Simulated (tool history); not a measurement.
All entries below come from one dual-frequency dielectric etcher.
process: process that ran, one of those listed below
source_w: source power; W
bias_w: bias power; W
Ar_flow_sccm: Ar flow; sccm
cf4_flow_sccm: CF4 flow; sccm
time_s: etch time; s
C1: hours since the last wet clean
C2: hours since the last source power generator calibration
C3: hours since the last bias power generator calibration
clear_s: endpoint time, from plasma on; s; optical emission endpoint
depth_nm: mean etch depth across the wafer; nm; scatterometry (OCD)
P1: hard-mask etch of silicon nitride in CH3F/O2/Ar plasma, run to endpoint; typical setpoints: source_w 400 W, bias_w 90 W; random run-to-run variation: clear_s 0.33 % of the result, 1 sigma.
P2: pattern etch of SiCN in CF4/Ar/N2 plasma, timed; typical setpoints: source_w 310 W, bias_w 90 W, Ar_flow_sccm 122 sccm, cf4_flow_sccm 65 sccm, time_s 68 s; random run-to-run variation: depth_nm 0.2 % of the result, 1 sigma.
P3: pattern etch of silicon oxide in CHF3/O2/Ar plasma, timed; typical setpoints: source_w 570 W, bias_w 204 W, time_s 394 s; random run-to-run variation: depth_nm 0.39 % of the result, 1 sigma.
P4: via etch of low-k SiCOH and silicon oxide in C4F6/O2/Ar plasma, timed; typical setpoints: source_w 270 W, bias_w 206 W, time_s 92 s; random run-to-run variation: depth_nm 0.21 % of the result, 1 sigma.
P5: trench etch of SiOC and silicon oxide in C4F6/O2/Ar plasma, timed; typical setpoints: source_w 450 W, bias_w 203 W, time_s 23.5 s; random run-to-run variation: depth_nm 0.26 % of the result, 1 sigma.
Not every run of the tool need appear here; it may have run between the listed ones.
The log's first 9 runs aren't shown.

{"run": 10, "hour": 102.8, "process": "P4", "source_w": 270, "bias_w": 206, "time_s": 92, "C1": 381.9, "C2": 61.6, "C3": 2929.4, "depth_nm": 228.63}
{"run": 11, "hour": 112.9, "process": "P1", "source_w": 400, "bias_w": 90, "C1": 392, "C2": 71.7, "C3": 2939.5, "clear_s": 37.011}
{"run": 12, "hour": 123.3, "process": "P3", "source_w": 570, "bias_w": 204, "time_s": 394, "C1": 402.4, "C2": 82.1, "C3": 2949.9, "depth_nm": 808.32}
{"run": 13, "hour": 135.0, "process": "P5", "source_w": 450, "bias_w": 203, "time_s": 23.5, "C1": 414.1, "C2": 93.8, "C3": 2961.6, "depth_nm": 50.808}
{"run": 14, "hour": 141.9, "process": "P1", "source_w": 400, "bias_w": 90, "C1": 421, "C2": 100.7, "C3": 2968.5, "clear_s": 37.442}
{"run": 15, "hour": 151.7, "process": "P4", "source_w": 270, "bias_w": 206, "time_s": 92, "C1": 430.8, "C2": 110.5, "C3": 2978.3, "depth_nm": 230.18}
{"run": 16, "hour": 164.9, "process": "P2", "source_w": 310, "bias_w": 90, "Ar_flow_sccm": 122, "cf4_flow_sccm": 79, "time_s": 68, "C1": 444, "C2": 123.7, "C3": 2991.5, "depth_nm": 43.697}
{"run": 17, "hour": 174.5, "process": "P3", "source_w": 570, "bias_w": 204, "time_s": 581.5, "C1": 453.6, "C2": 133.3, "C3": 3001.1, "depth_nm": 1183.1}
{"run": 18, "hour": 187.6, "process": "P2", "source_w": 430, "bias_w": 90, "Ar_flow_sccm": 122, "cf4_flow_sccm": 65, "time_s": 68, "C1": 466.7, "C2": 146.4, "C3": 3014.2, "depth_nm": 56.745}
{"run": 19, "hour": 197.1, "process": "P1", "source_w": 400, "bias_w": 90, "C1": 476.2, "C2": 155.9, "C3": 3023.7, "clear_s": 37.519}
{"run": 20, "hour": 209.0, "process": "P3", "source_w": 680, "bias_w": 204, "time_s": 394, "C1": 488.1, "C2": 167.8, "C3": 3035.6, "depth_nm": 858}
{"hour": 211.2, "done": "wet clean of the chamber"}
{"run": 21, "hour": 217.0, "process": "P3", "source_w": 570, "bias_w": 283, "time_s": 394, "C1": 5.8, "C2": 175.8, "C3": 3043.6, "depth_nm": 903.25}
{"run": 22, "hour": 227.4, "process": "P1", "source_w": 300, "bias_w": 104, "C1": 16.2, "C2": 186.2, "C3": 3054, "clear_s": 39.489}
{"run": 23, "hour": 234.0, "process": "P2", "source_w": 310, "bias_w": 90, "Ar_flow_sccm": 122, "cf4_flow_sccm": 65, "time_s": 40, "C1": 22.8, "C2": 192.8, "C3": 3060.6, "depth_nm": 25.133}
{"run": 24, "hour": 244.3, "process": "P2", "source_w": 310, "bias_w": 90, "Ar_flow_sccm": 122, "cf4_flow_sccm": 65, "time_s": 68, "C1": 33.1, "C2": 203.1, "C3": 3070.9, "depth_nm": 42.742}

What does the tool deliver on the next run?
{"run": 25, "hour": 254.6, "process": "P1", "source_w": 400, "bias_w": 66, "C1": 43.4, "C2": 213.4, "C3": 3081.2, "clear_s": "?"}

{"run 25": {"clear_s": 41.688}}
